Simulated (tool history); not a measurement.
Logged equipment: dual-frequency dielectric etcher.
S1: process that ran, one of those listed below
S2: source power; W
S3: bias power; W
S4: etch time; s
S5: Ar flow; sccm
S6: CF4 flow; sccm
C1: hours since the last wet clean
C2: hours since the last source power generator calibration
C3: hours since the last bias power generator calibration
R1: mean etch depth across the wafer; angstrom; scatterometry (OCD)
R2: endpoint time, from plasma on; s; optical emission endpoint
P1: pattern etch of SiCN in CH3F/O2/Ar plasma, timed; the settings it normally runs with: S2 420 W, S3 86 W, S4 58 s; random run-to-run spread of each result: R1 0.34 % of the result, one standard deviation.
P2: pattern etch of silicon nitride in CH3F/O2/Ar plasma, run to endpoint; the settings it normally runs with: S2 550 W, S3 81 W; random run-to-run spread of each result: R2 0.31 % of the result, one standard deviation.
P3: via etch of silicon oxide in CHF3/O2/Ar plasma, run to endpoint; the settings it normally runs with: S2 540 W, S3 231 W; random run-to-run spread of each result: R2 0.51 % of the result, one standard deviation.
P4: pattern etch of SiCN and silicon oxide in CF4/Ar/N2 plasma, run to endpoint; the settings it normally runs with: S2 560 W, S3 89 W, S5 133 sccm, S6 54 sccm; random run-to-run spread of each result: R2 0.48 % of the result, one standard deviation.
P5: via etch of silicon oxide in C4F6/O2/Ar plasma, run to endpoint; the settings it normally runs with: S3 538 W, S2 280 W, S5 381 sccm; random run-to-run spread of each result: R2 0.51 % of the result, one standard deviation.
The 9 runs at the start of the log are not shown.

{"run": 10, "hour": 82.9, "S1": "P4", "S2": 560, "S3": 89, "S5": 86, "S6": 54, "C1": 351.4, "C2": 735.4, "C3": 437.7, "R2": 13.015}
{"run": 11, "hour": 92.1, "S1": "P5", "S2": 280, "S3": 538, "S5": 276, "C1": 360.6, "C2": 744.6, "C3": 446.9, "R2": 23.07}
{"run": 12, "hour": 101.5, "S1": "P1", "S2": 420, "S3": 86, "S4": 43.5, "C1": 370, "C2": 754, "C3": 456.3, "R1": 179.35}
{"run": 13, "hour": 111.8, "S1": "P1", "S2": 420, "S3": 86, "S4": 58, "C1": 380.3, "C2": 764.3, "C3": 466.6, "R1": 239.83}
{"run": 14, "hour": 122.5, "S1": "P2", "S2": 550, "S3": 108, "C1": 391, "C2": 775, "C3": 477.3, "R2": 52.28}
{"run": 15, "hour": 130.3, "S1": "P1", "S2": 420, "S3": 109, "S4": 58, "C1": 398.8, "C2": 782.8, "C3": 485.1, "R1": 261.52}
{"run": 16, "hour": 136.9, "S1": "P1", "S2": 420, "S3": 56, "S4": 58, "C1": 405.4, "C2": 789.4, "C3": 491.7, "R1": 204.37}
{"run": 17, "hour": 148.0, "S1": "P1", "S2": 490, "S3": 106, "S4": 58, "C1": 416.5, "C2": 800.5, "C3": 502.8, "R1": 273.49}
{"run": 18, "hour": 155.8, "S1": "P1", "S2": 420, "S3": 86, "S4": 58, "C1": 424.3, "C2": 808.3, "C3": 510.6, "R1": 239.18}
{"run": 19, "hour": 165.6, "S1": "P1", "S2": 330, "S3": 86, "S4": 58, "C1": 434.1, "C2": 818.1, "C3": 520.4, "R1": 219.52}
{"run": 20, "hour": 174.5, "S1": "P5", "S2": 360, "S3": 538, "S5": 381, "C1": 443, "C2": 827, "C3": 529.3, "R2": 21.582}
{"run": 21, "hour": 182.2, "S1": "P3", "S2": 540, "S3": 167, "C1": 450.7, "C2": 834.7, "C3": 537, "R2": 423.66}
{"run": 22, "hour": 192.4, "S1": "P1", "S2": 420, "S3": 86, "S4": 83, "C1": 460.9, "C2": 844.9, "C3": 547.2, "R1": 341.57}
{"run": 23, "hour": 198.3, "S1": "P1", "S2": 530, "S3": 86, "S4": 58, "C1": 466.8, "C2": 850.8, "C3": 553.1, "R1": 262.61}
{"run": 24, "hour": 205.4, "S1": "P2", "S2": 550, "S3": 81, "C1": 473.9, "C2": 857.9, "C3": 560.2, "R2": 57.965}

Forecast run 25:
{"run": 25, "hour": 211.8, "S1": "P4", "S2": 560, "S3": 113, "S5": 133, "S6": 54, "C1": 480.3, "C2": 864.3, "C3": 566.6, "R2": "?"}

Run 25 gave R2 12.71 s.

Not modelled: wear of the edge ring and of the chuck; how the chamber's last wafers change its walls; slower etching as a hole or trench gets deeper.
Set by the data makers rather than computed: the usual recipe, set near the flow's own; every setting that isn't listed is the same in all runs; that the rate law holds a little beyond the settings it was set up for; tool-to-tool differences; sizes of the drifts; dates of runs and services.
